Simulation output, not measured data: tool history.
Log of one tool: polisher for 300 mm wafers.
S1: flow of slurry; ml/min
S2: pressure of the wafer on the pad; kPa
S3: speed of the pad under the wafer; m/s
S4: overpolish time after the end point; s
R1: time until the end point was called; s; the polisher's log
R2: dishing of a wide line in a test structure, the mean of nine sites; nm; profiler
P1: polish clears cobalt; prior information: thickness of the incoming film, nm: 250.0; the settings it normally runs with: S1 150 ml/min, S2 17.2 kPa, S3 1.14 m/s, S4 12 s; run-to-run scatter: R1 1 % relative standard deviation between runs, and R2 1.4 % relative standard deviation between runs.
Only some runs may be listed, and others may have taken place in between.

run 1 hour=11.1 | S1=150 S2=17.2 S3=1.14 S4=12 | R1=39.341 R2=40.122
run 2 hour=22.8 | S1=150 S2=26.9 S3=1.14 S4=12 | R1=24.949 R2=47.394
run 3 hour=35.3 | S1=150 S2=7.6 S3=1.14 S4=12 | R1=85.678 R2=25.183
run 4 hour=45.7 | S1=185 S2=17.2 S3=1.4 S4=12 | R1=30.057 R2=45.479
run 5 hour=53.1 | S1=200 S2=17.2 S3=1.14 S4=4 | R1=36.757 R2=20.936
run 6 hour=60.3 | S1=150 S2=17.2 S3=1.14 S4=24 | R1=38.236 R2=49.458
run 7 hour=69.1 | S1=150 S2=17.2 S3=1.14 S4=12 | R1=38.427 R2=41.486
run 8 hour=77.4 | S1=90 S2=17.2 S3=1.14 S4=12 | R1=43.292 R2=38.18
run 9 hour=87.8 | S1=150 S2=26.9 S3=0.62 S4=12 | R1=44.977 R2=37.804
run 10 hour=96 | S1=150 S2=17.2 S3=1.14 S4=12 | R1=38.297 R2=40.758
run 11 hour=104.1 | S1=150 S2=17.2 S3=1.14 S4=4 | R1=38.252 R2=19.536
run 12 hour=110 | S1=195 S2=17.2 S3=1.14 S4=12 | R1=37.324 R2=40.578
run 13 hour=118.9 | S1=150 S2=17.2 S3=0.74 S4=12 | R1=59.816 R2=31.799
run 14 hour=127.7 | S1=150 S2=17.2 S3=1.5 S4=12 | R1=28.94 R2=45.207
run 15 hour=133.3 | S1=150 S2=17.2 S3=1.14 S4=12 | R1=38.881 R2=40.052
run 16 hour=139.5 | S1=150 S2=17.2 S3=1.14 S4=12 | R1=37.835 R2=40.87
run 17 hour=146 | S1=150 S2=17.2 S3=1.14 S4=12 | R1=38.173 R2=40.398
run 18 hour=156.8 | S1=150 S2=17.2 S3=1.14 S4=12 | R1=39.153 R2=39.89
run 19 hour=163 | S1=150 S2=17.2 S3=1.14 S4=12 | R1=39.24 R2=39.037
run 20 hour=175.6 | S1=150 S2=17.2 S3=1.14 S4=12 | R1=39.933 R2=40.382
run 21 hour=184.9 | S1=150 S2=17.2 S3=1.14 S4=12 | R1=40.878 R2=38.845
-- hour=190.4 head pressure recalibrated
run 22 hour=193.5 | S1=150 S2=17.2 S3=1.14 S4=12 | R1=40.709 R2=38.436
run 23 hour=202.8 | S1=150 S2=17.2 S3=1.14 S4=12 | R1=41.344 R2=39.841
run 24 hour=210.2 | S1=150 S2=17.2 S3=1.14 S4=12 | R1=41.054 R2=39.586
run 25 hour=216.7 | S1=150 S2=17.2 S3=1.14 S4=12 | R1=41.578 R2=39.831
run 26 hour=225.7 | S1=150 S2=17.2 S3=1.14 S4=12 | R1=40.961 R2=39.683
run 27 hour=237.7 | S1=150 S2=17.2 S3=1.14 S4=12 | R1=40.952 R2=40.415
run 28 hour=248.1 | S1=150 S2=17.2 S3=1.14 S4=12 | R1=41.153 R2=38.421

P1 has crept away from where it was. The log is fitted equally well by each of these 2 causes, at the sizes shown:
A: removal rate lost through wear of the pad, % = 6.82
B: slurry flow missing at the pad, % = 29.2
At approximately hour 146, the process output began to creep.
Other possible causes, and why each is ruled out:
head's pressure below its setpoint, %: maintenance at hour 190.4, after the shift began, did not return the process to its former output

Of the 4 check runs below, each run on 5 wafers with the results averaged and each result still a question mark, which one would tell the listed causes apart?
run check 1 hour=258.5 | S1=90 S2=9 S3=1.14 S4=12 | R1=? R2=?
run check 2 hour=258.5 | S1=150 S2=17.2 S3=1.4 S4=4 | R1=? R2=?
run check 3 hour=258.5 | S1=150 S2=24.1 S3=1.14 S4=23 | R1=? R2=?
run check 4 hour=258.5 | S1=150 S2=26.9 S3=1.14 S4=4 | R1=? R2=?

If the cause were each of the candidates in turn, the checks would give the following:
check=check_1 result=R1 if_A=88.989 if_B=92.615
check=check_1 result=R2 if_A=24.519 if_B=23.813
check=check_2 result=R1 if_A=33.65 if_B=33.652
check=check_2 result=R2 if_A=22.262 if_B=22.261
check=check_3 result=R1 if_A=29.518 if_B=29.519
check=check_3 result=R2 if_A=51.656 if_B=51.656
check=check_4 result=R1 if_A=26.49 if_B=26.491
check=check_4 result=R2 if_A=26.465 if_B=26.464
Gap, in per cent, between the two causes that each check separates least, read from the result that separates them most: check 1 3.99 %; check 2 0 %; check 3 0 %; check 4 0 %
Check 1 tells the causes apart: in the others they would give nearly the same result.

Here is what check 1 returned: R1 93.269 s; R2 23.793 nm. Which cause is it?

The correct cause is B, namely: slurry flow missing at the pad, %.

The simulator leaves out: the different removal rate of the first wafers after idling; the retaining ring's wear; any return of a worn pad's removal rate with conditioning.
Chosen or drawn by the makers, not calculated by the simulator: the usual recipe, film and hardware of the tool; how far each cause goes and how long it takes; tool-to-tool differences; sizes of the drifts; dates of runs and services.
